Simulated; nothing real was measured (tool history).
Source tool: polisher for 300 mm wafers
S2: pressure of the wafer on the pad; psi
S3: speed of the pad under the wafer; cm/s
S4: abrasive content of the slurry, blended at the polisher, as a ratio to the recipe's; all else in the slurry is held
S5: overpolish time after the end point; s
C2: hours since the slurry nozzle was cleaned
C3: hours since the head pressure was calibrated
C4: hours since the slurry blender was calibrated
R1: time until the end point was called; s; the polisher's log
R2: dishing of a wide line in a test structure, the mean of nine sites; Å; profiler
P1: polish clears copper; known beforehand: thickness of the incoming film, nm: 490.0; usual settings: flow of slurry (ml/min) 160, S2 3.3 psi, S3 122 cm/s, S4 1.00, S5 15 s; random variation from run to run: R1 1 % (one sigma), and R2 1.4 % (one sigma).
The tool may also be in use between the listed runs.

{"run": 1, "hour": 6.6, "flow of slurry (ml/min)": 160, "S2": 3.3, "S3": 122, "S4": 1.0, "S5": 15, "wafers polished on this pad": 481, "C2": 356.7, "C3": 497.1, "C4": 64.7, "R1": 106.18, "R2": 453.85}
{"run": 2, "hour": 15.8, "flow of slurry (ml/min)": 160, "S2": 5.3, "S3": 122, "S4": 1.0, "S5": 15, "wafers polished on this pad": 554, "C2": 365.9, "C3": 506.3, "C4": 73.9, "R1": 65.619, "R2": 647.14}
{"run": 3, "hour": 23.7, "flow of slurry (ml/min)": 95, "S2": 3.3, "S3": 122, "S4": 1.0, "S5": 15, "wafers polished on this pad": 617, "C2": 373.8, "C3": 514.2, "C4": 81.8, "R1": 117.7, "R2": 402.29}
{"run": 4, "hour": 32.1, "flow of slurry (ml/min)": 160, "S2": 3.3, "S3": 56, "S4": 1.0, "S5": 15, "wafers polished on this pad": 683, "C2": 382.2, "C3": 522.6, "C4": 90.2, "R1": 233.0, "R2": 237.08}
{"run": 5, "hour": 37.7, "flow of slurry (ml/min)": 160, "S2": 3.3, "S3": 122, "S4": 1.35, "S5": 15, "wafers polished on this pad": 728, "C2": 387.8, "C3": 528.2, "C4": 95.8, "R1": 99.963, "R2": 477.25}
{"run": 6, "hour": 43.8, "flow of slurry (ml/min)": 160, "S2": 3.3, "S3": 122, "S4": 1.0, "S5": 15, "wafers polished on this pad": 776, "C2": 393.9, "C3": 534.3, "C4": 101.9, "R1": 106.07, "R2": 446.78}
{"run": 7, "hour": 53.5, "flow of slurry (ml/min)": 160, "S2": 3.3, "S3": 122, "S4": 1.0, "S5": 4, "wafers polished on this pad": 853, "C2": 403.6, "C3": 544.0, "C4": 111.6, "R1": 105.98, "R2": 145.73}
{"run": 8, "hour": 60.8, "flow of slurry (ml/min)": 215, "S2": 3.3, "S3": 122, "S4": 1.0, "S5": 15, "wafers polished on this pad": 911, "C2": 410.9, "C3": 551.3, "C4": 118.9, "R1": 101.13, "R2": 470.35}
{"run": 9, "hour": 69.9, "flow of slurry (ml/min)": 160, "S2": 3.3, "S3": 174, "S4": 1.0, "S5": 15, "wafers polished on this pad": 983, "C2": 420.0, "C3": 560.4, "C4": 128.0, "R1": 73.715, "R2": 574.92}
{"run": 10, "hour": 74.7, "flow of slurry (ml/min)": 160, "S2": 1.6, "S3": 122, "S4": 1.0, "S5": 15, "wafers polished on this pad": 1021, "C2": 424.8, "C3": 565.2, "C4": 132.8, "R1": 218.37, "R2": 244.85}
{"run": 11, "hour": 79.7, "flow of slurry (ml/min)": 160, "S2": 3.3, "S3": 122, "S4": 1.0, "S5": 15, "wafers polished on this pad": 1061, "C2": 429.8, "C3": 570.2, "C4": 137.8, "R1": 106.59, "R2": 448.05}
{"run": 12, "hour": 88.5, "flow of slurry (ml/min)": 160, "S2": 3.3, "S3": 122, "S4": 1.0, "S5": 28, "wafers polished on this pad": 1130, "C2": 438.6, "C3": 579.0, "C4": 146.6, "R1": 105.39, "R2": 686.25}
{"run": 13, "hour": 95.1, "flow of slurry (ml/min)": 160, "S2": 3.3, "S3": 122, "S4": 1.0, "S5": 15, "wafers polished on this pad": 1183, "C2": 445.2, "C3": 585.6, "C4": 153.2, "R1": 104.98, "R2": 448.64}
{"run": 14, "hour": 100.7, "flow of slurry (ml/min)": 160, "S2": 3.3, "S3": 122, "S4": 1.0, "S5": 15, "wafers polished on this pad": 1227, "C2": 450.8, "C3": 591.2, "C4": 158.8, "R1": 106.76, "R2": 453.97}
{"run": 15, "hour": 106.7, "flow of slurry (ml/min)": 160, "S2": 3.3, "S3": 122, "S4": 1.0, "S5": 15, "wafers polished on this pad": 1275, "C2": 456.8, "C3": 597.2, "C4": 164.8, "R1": 105.53, "R2": 451.37}
{"run": 16, "hour": 115.3, "flow of slurry (ml/min)": 210, "S2": 3.3, "S3": 174, "S4": 1.0, "S5": 15, "wafers polished on this pad": 1343, "C2": 465.4, "C3": 605.8, "C4": 173.4, "R1": 72.419, "R2": 596.76}
{"hour": 117.8, "done": "slurry blender recalibrated"}
{"run": 17, "hour": 124.6, "flow of slurry (ml/min)": 160, "S2": 3.3, "S3": 122, "S4": 0.6, "S5": 15, "wafers polished on this pad": 1417, "C2": 474.7, "C3": 615.1, "C4": 6.9, "R1": 116.44, "R2": 413.17}
{"run": 18, "hour": 134.1, "flow of slurry (ml/min)": 160, "S2": 3.3, "S3": 122, "S4": 1.0, "S5": 15, "wafers polished on this pad": 1492, "C2": 484.2, "C3": 624.6, "C4": 16.4, "R1": 106.28, "R2": 451.38}
{"run": 19, "hour": 142.5, "flow of slurry (ml/min)": 160, "S2": 3.3, "S3": 122, "S4": 1.0, "S5": 15, "wafers polished on this pad": 1559, "C2": 492.6, "C3": 633.0, "C4": 24.8, "R1": 108.4, "R2": 433.08}
{"run": 20, "hour": 152.0, "flow of slurry (ml/min)": 160, "S2": 3.3, "S3": 122, "S4": 1.0, "S5": 15, "wafers polished on this pad": 1634, "C2": 502.1, "C3": 642.5, "C4": 34.3, "R1": 112.85, "R2": 438.43}
{"run": 21, "hour": 160.4, "flow of slurry (ml/min)": 160, "S2": 3.3, "S3": 122, "S4": 1.0, "S5": 15, "wafers polished on this pad": 1701, "C2": 510.5, "C3": 650.9, "C4": 42.7, "R1": 113.9, "R2": 429.24}
{"run": 22, "hour": 165.4, "flow of slurry (ml/min)": 160, "S2": 3.3, "S3": 122, "S4": 1.0, "S5": 15, "wafers polished on this pad": 1740, "C2": 515.5, "C3": 655.9, "C4": 47.7, "R1": 113.68, "R2": 422.47}
{"hour": 167.1, "done": "head pressure recalibrated"}
{"run": 23, "hour": 176.1, "flow of slurry (ml/min)": 160, "S2": 3.3, "S3": 122, "S4": 1.0, "S5": 15, "wafers polished on this pad": 1825, "C2": 526.2, "C3": 9.1, "C4": 58.4, "R1": 114.88, "R2": 419.96}
{"run": 24, "hour": 183.2, "flow of slurry (ml/min)": 160, "S2": 3.3, "S3": 122, "S4": 1.0, "S5": 15, "wafers polished on this pad": 1881, "C2": 533.3, "C3": 16.2, "C4": 65.5, "R1": 116.96, "R2": 413.69}
{"run": 25, "hour": 191.6, "flow of slurry (ml/min)": 160, "S2": 3.3, "S3": 122, "S4": 1.0, "S5": 15, "wafers polished on this pad": 1948, "C2": 541.7, "C3": 24.6, "C4": 73.9, "R1": 118.75, "R2": 406.8}

Run 26 has not been measured yet. What should we expect?
{"run": 26, "hour": 198.5, "flow of slurry (ml/min)": 160, "S2": 3.3, "S3": 122, "S4": 1.0, "S5": 15, "wafers polished on this pad": 2003, "C2": 548.6, "C3": 31.5, "C4": 80.8, "R1": "?", "R2": "?"}

Run 26 gave R1 116.610 s, R2 414.76 Å.
